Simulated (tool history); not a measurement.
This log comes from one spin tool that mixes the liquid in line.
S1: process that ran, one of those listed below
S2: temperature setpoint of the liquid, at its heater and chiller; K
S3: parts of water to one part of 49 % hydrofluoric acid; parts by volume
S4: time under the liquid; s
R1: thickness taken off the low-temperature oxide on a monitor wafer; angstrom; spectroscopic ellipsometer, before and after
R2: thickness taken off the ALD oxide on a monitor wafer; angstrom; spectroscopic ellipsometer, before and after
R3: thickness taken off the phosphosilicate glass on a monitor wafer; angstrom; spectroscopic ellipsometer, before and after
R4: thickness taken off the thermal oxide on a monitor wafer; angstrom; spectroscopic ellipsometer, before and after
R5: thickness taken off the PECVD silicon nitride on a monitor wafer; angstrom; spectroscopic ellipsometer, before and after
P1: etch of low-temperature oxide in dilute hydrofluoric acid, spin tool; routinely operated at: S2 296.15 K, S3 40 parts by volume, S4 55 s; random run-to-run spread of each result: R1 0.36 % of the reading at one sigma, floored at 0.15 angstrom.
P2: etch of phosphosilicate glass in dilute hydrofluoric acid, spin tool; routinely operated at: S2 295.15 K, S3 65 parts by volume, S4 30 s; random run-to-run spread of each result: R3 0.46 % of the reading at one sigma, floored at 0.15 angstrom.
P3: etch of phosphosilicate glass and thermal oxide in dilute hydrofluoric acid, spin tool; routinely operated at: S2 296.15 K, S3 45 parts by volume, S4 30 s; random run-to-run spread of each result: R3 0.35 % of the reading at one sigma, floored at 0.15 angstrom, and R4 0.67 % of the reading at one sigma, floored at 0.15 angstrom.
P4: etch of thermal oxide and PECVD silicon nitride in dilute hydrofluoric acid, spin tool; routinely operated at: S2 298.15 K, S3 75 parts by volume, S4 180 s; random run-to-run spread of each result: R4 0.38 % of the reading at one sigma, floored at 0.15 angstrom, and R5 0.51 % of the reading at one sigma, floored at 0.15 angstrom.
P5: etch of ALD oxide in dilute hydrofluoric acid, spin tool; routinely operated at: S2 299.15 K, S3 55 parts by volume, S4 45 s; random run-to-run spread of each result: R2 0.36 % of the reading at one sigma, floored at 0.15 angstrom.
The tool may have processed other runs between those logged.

{"run": 1, "hour": 10.8, "S1": "P1", "S2": 296.15, "S3": 40, "S4": 55, "R1": 366.76}
{"run": 2, "hour": 28.9, "S1": "P5", "S2": 299.15, "S3": 55, "S4": 15, "R2": 37.459}
{"run": 3, "hour": 39.3, "S1": "P1", "S2": 296.15, "S3": 40, "S4": 55, "R1": 365.56}
{"run": 4, "hour": 47.6, "S1": "P3", "S2": 300.65, "S3": 45, "S4": 30, "R3": 773.13, "R4": 37.424}
{"run": 5, "hour": 59.9, "S1": "P4", "S2": 298.15, "S3": 75, "S4": 45, "R4": 33.526, "R5": 16.466}
{"run": 6, "hour": 71.4, "S1": "P3", "S2": 296.15, "S3": 45, "S4": 60, "R3": 1288.6, "R4": 61.118}
{"run": 7, "hour": 83.3, "S1": "P2", "S2": 295.15, "S3": 35, "S4": 30, "R3": 1750.0}
{"run": 8, "hour": 99.5, "S1": "P2", "S2": 295.15, "S3": 65, "S4": 15, "R3": 450.25}
{"run": 9, "hour": 118.0, "S1": "P1", "S2": 296.15, "S3": 20, "S4": 55, "R1": 749.48}
{"run": 10, "hour": 136.3, "S1": "P1", "S2": 296.15, "S3": 65, "S4": 55, "R1": 217.87}
{"run": 11, "hour": 148.9, "S1": "P5", "S2": 299.15, "S3": 55, "S4": 45, "R2": 112.97}
{"run": 12, "hour": 158.5, "S1": "P2", "S2": 301.65, "S3": 65, "S4": 30, "R3": 1159.6}
{"run": 13, "hour": 167.3, "S1": "P4", "S2": 298.15, "S3": 75, "S4": 180, "R4": 133.67, "R5": 66.1}
{"run": 14, "hour": 185.0, "S1": "P4", "S2": 298.15, "S3": 130, "S4": 180, "R4": 72.259, "R5": 37.76}
{"run": 15, "hour": 202.9, "S1": "P1", "S2": 301.15, "S3": 40, "S4": 55, "R1": 447.35}
{"run": 16, "hour": 213.8, "S1": "P1", "S2": 296.15, "S3": 25, "S4": 15, "R1": 162.62}
{"run": 17, "hour": 230.9, "S1": "P3", "S2": 296.15, "S3": 70, "S4": 30, "R3": 402.07, "R4": 18.774}
{"run": 18, "hour": 239.5, "S1": "P5", "S2": 299.15, "S3": 55, "S4": 45, "R2": 112.79}
{"run": 19, "hour": 254.0, "S1": "P5", "S2": 304.15, "S3": 55, "S4": 45, "R2": 136.6}
{"run": 20, "hour": 264.8, "S1": "P4", "S2": 292.65, "S3": 75, "S4": 180, "R4": 105.5, "R5": 45.365}
{"run": 21, "hour": 279.3, "S1": "P1", "S2": 296.15, "S3": 40, "S4": 55, "R1": 368.44}
{"run": 22, "hour": 298.4, "S1": "P3", "S2": 296.15, "S3": 45, "S4": 30, "R3": 643.14, "R4": 30.946}
{"run": 23, "hour": 315.2, "S1": "P1", "S2": 296.15, "S3": 40, "S4": 55, "R1": 366.64}
{"run": 24, "hour": 323.6, "S1": "P1", "S2": 296.15, "S3": 40, "S4": 105, "R1": 698.78}
{"run": 25, "hour": 335.5, "S1": "P1", "S2": 296.15, "S3": 60, "S4": 20, "R1": 86.732}
{"run": 26, "hour": 345.3, "S1": "P1", "S2": 296.15, "S3": 40, "S4": 25, "R1": 166.69}
{"run": 27, "hour": 363.7, "S1": "P1", "S2": 290.15, "S3": 40, "S4": 55, "R1": 284.96}
{"run": 28, "hour": 382.3, "S1": "P2", "S2": 295.15, "S3": 65, "S4": 30, "R3": 901.81}
{"run": 29, "hour": 397.3, "S1": "P1", "S2": 296.15, "S3": 40, "S4": 55, "R1": 363.68}
{"run": 30, "hour": 410.6, "S1": "P5", "S2": 299.15, "S3": 95, "S4": 45, "R2": 61.726}
{"run": 31, "hour": 427.9, "S1": "P1", "S2": 296.15, "S3": 40, "S4": 55, "R1": 365.27}
{"run": 32, "hour": 443.8, "S1": "P1", "S2": 296.15, "S3": 40, "S4": 55, "R1": 357.02}
{"run": 33, "hour": 453.3, "S1": "P1", "S2": 296.15, "S3": 40, "S4": 55, "R1": 349.15}
{"run": 34, "hour": 462.1, "S1": "P1", "S2": 296.15, "S3": 40, "S4": 55, "R1": 348.01}
{"run": 35, "hour": 471.0, "S1": "P1", "S2": 296.15, "S3": 40, "S4": 55, "R1": 345.04}
{"run": 36, "hour": 483.8, "S1": "P1", "S2": 296.15, "S3": 40, "S4": 55, "R1": 340.61}
{"run": 37, "hour": 500.4, "S1": "P1", "S2": 296.15, "S3": 40, "S4": 55, "R1": 339.12}
{"run": 38, "hour": 511.5, "S1": "P1", "S2": 296.15, "S3": 40, "S4": 55, "R1": 338.49}

Run 39 comes next. What will it give?
{"run": 39, "hour": 520.5, "S1": "P1", "S2": 296.15, "S3": 40, "S4": 55, "R1": "?"}

Run 39 yielded R1 335.960 angstrom.
